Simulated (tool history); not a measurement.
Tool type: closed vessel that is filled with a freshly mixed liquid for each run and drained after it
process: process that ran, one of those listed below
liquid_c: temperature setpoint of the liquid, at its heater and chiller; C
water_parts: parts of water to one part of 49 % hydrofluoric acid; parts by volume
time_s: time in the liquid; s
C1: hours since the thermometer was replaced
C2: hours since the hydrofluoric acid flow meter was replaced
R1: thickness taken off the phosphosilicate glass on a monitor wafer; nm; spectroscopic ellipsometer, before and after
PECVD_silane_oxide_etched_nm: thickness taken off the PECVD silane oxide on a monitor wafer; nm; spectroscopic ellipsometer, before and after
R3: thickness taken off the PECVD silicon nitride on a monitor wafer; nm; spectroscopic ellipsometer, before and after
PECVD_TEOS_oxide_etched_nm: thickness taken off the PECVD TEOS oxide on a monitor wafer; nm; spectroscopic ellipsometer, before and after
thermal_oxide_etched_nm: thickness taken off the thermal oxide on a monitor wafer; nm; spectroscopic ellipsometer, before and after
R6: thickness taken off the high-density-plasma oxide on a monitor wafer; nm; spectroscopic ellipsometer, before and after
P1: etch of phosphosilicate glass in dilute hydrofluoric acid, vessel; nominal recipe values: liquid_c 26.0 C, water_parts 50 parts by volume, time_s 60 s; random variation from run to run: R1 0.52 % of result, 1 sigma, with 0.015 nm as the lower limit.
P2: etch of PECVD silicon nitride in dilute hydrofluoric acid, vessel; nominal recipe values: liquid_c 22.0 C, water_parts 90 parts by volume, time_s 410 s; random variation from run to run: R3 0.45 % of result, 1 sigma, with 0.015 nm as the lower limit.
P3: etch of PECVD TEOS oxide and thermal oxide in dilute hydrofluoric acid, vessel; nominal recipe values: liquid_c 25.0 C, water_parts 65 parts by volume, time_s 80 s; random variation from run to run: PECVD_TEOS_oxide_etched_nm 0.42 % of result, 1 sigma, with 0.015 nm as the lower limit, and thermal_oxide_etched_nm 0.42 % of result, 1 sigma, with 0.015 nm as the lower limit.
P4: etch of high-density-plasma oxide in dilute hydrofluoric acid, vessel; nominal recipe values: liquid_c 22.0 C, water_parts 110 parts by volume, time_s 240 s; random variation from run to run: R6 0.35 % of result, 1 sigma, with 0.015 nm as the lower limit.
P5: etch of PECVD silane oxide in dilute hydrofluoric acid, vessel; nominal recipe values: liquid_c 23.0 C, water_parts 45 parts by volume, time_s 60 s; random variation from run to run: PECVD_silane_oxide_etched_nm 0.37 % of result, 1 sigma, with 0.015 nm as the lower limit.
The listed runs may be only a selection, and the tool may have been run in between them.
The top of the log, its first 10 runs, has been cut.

run 11 hour=51.3 | process=P2 liquid_c=22.0 water_parts=90 time_s=740 | C1=153.4 C2=498.7 | R3=17.7820
run 12 hour=55.7 | process=P1 liquid_c=26.0 water_parts=50 time_s=60 | C1=157.8 C2=503.1 | R1=100.030
run 13 hour=61.4 | process=P5 liquid_c=23.0 water_parts=70 time_s=60 | C1=163.5 C2=508.8 | PECVD_silane_oxide_etched_nm=27.056
run 14 hour=66.4 | process=P1 liquid_c=26.0 water_parts=20 time_s=60 | C1=168.5 C2=513.8 | R1=258.980
run 15 hour=71.1 | process=P4 liquid_c=22.0 water_parts=110 time_s=105 | C1=173.2 C2=518.5 | R6=5.4804
run 16 hour=76.0 | process=P2 liquid_c=22.0 water_parts=35 time_s=410 | C1=178.1 C2=523.4 | R3=24.5050
run 17 hour=80.5 | process=P1 liquid_c=21.5 water_parts=50 time_s=60 | C1=182.6 C2=527.9 | R1=82.884
run 18 hour=85.2 | process=P5 liquid_c=23.0 water_parts=45 time_s=60 | C1=187.3 C2=532.6 | PECVD_silane_oxide_etched_nm=43.401
run 19 hour=90.8 | process=P1 liquid_c=26.0 water_parts=50 time_s=60 | C1=192.9 C2=538.2 | R1=99.856
run 20 hour=95.1 | process=P2 liquid_c=22.0 water_parts=90 time_s=410 | C1=197.2 C2=542.5 | R3=9.8656
run 21 hour=101.2 | process=P4 liquid_c=30.0 water_parts=110 time_s=240 | C1=203.3 C2=548.6 | R6=17.1160
run 22 hour=104.5 | process=P3 liquid_c=25.0 water_parts=65 time_s=80 | C1=206.6 C2=551.9 | PECVD_TEOS_oxide_etched_nm=17.0640 thermal_oxide_etched_nm=6.0956
run 23 hour=107.9 | process=P4 liquid_c=22.0 water_parts=110 time_s=240 | C1=210.0 C2=555.3 | R6=12.5720
run 24 hour=112.1 | process=P1 liquid_c=26.0 water_parts=50 time_s=60 | C1=214.2 C2=559.5 | R1=99.924
run 25 hour=117.9 | process=P3 liquid_c=25.0 water_parts=115 time_s=80 | C1=220.0 C2=565.3 | PECVD_TEOS_oxide_etched_nm=9.1116 thermal_oxide_etched_nm=3.2336
run 26 hour=121.5 | process=P5 liquid_c=23.0 water_parts=45 time_s=110 | C1=223.6 C2=568.9 | PECVD_silane_oxide_etched_nm=80.288
run 27 hour=127.2 | process=P4 liquid_c=22.0 water_parts=55 time_s=240 | C1=229.3 C2=574.6 | R6=26.8450
run 28 hour=130.0 | process=P1 liquid_c=26.0 water_parts=50 time_s=60 | C1=232.1 C2=577.4 | R1=100.100
run 29 hour=134.4 | process=P3 liquid_c=25.0 water_parts=65 time_s=30 | C1=236.5 C2=581.8 | PECVD_TEOS_oxide_etched_nm=6.3681 thermal_oxide_etched_nm=2.2603

What will run 30 give?
run 30 hour=140.1 | process=P1 liquid_c=26.0 water_parts=75 time_s=60 | C1=242.2 C2=587.5 | R1=?

{"run 30": {"R1": 63.918}}
